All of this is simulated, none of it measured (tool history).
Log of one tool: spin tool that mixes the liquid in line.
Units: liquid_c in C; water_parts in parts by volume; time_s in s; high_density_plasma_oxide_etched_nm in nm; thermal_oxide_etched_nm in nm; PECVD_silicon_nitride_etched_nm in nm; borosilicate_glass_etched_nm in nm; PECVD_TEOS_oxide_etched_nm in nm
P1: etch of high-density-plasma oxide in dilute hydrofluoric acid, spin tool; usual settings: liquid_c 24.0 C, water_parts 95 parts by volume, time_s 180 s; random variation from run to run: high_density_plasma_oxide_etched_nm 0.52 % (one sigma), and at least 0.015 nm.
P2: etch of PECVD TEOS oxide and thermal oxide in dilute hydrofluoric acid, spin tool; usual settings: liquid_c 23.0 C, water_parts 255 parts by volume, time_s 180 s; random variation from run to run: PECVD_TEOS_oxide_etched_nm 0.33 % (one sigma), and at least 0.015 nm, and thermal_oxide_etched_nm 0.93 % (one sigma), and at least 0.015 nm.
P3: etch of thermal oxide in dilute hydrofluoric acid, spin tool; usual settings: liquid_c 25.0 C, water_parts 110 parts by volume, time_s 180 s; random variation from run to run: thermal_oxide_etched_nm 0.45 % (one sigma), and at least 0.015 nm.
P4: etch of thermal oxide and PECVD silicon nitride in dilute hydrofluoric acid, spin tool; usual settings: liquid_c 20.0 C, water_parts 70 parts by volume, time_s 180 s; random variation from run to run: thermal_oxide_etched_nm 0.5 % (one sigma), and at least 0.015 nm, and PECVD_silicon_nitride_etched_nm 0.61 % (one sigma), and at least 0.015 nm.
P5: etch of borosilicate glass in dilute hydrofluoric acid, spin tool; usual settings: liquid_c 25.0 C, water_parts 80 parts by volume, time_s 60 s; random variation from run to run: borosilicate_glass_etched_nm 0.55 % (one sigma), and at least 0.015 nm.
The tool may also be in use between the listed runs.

run	hour	process	liquid_c	water_parts	time_s	hours since the thermometer was replaced	hours since the hydrofluoric acid flow meter was replaced	high_density_plasma_oxide_etched_nm	thermal_oxide_etched_nm	PECVD_silicon_nitride_etched_nm	borosilicate_glass_etched_nm	PECVD_TEOS_oxide_etched_nm
1	10.3	P1	24.0	95	180	305.1	513.8	16.7330				
2	23.7	P1	24.0	95	180	318.5	527.2	16.9780				
3	35.4	P1	24.0	25	180	330.2	538.9	71.0610				
4	45.3	P3	25.0	190	180	340.1	548.8		4.30150			
5	53.1	P3	25.0	110	15	347.9	556.6		0.66567			
6	61.1	P4	25.0	70	180	355.9	564.6		13.57500	6.2778		
7	68.9	P1	24.0	95	180	363.7	572.4	16.9710				
8	81.9	P3	25.0	110	180	376.7	585.4		7.96280			
9	95.5	P5	25.0	80	90	390.3	599.0				43.009	
10	110.8	P3	30.5	110	180	405.6	614.3		9.85560			
11	124.2	P5	20.5	80	60	419.0	627.7				24.040	
12	136.2	P4	20.0	70	180	431.0	639.7		11.04800	4.4207		
13	145.9	P1	19.0	95	180	440.7	649.4	13.7010				
14	159.5	P1	24.0	95	180	454.3	663.0	17.0490				
15	174.7	P4	20.0	70	305	469.5	678.2		18.72600	7.6061		
16	188.2	P1	24.0	170	180	483.0	691.7	8.6559				
17	195.5	P5	25.0	80	60	490.3	699.0				28.403	
18	209.6	P1	24.0	95	180	504.4	713.1	16.9120				
19	216.8	P2	23.0	255	180	511.6	720.3		2.68200			6.0304
20	225.0	P4	20.0	120	180	519.8	728.5		6.01390	2.6304		
# hour 229.8: thermometer replaced
21	235.8	P1	17.5	25	180	6.0	739.3	53.3550				
22	249.4	P5	25.0	20	60	19.6	752.9				123.770	
23	263.2	P2	19.0	255	180	33.4	766.7		2.39380			5.1848
24	275.7	P1	32.0	95	180	45.9	779.2	23.2190				
25	289.3	P2	23.0	55	180	59.5	792.8		15.82200			34.7870
26	298.1	P4	20.0	70	180	68.3	801.6		10.96000	4.4755		
27	311.3	P1	24.0	95	20	81.5	814.8	1.8595				
28	326.7	P1	24.0	95	270	96.9	830.2	25.4420				
29	335.8	P1	24.0	95	180	106.0	839.3	16.9740				
30	350.9	P2	23.0	255	285	121.1	854.4		4.34390			9.4800

Forecast run 31:
31	357.9	P3	25.0	110	180	128.1	861.4		?			

{"run 31": {"thermal_oxide_etched_nm": 8.0426}}
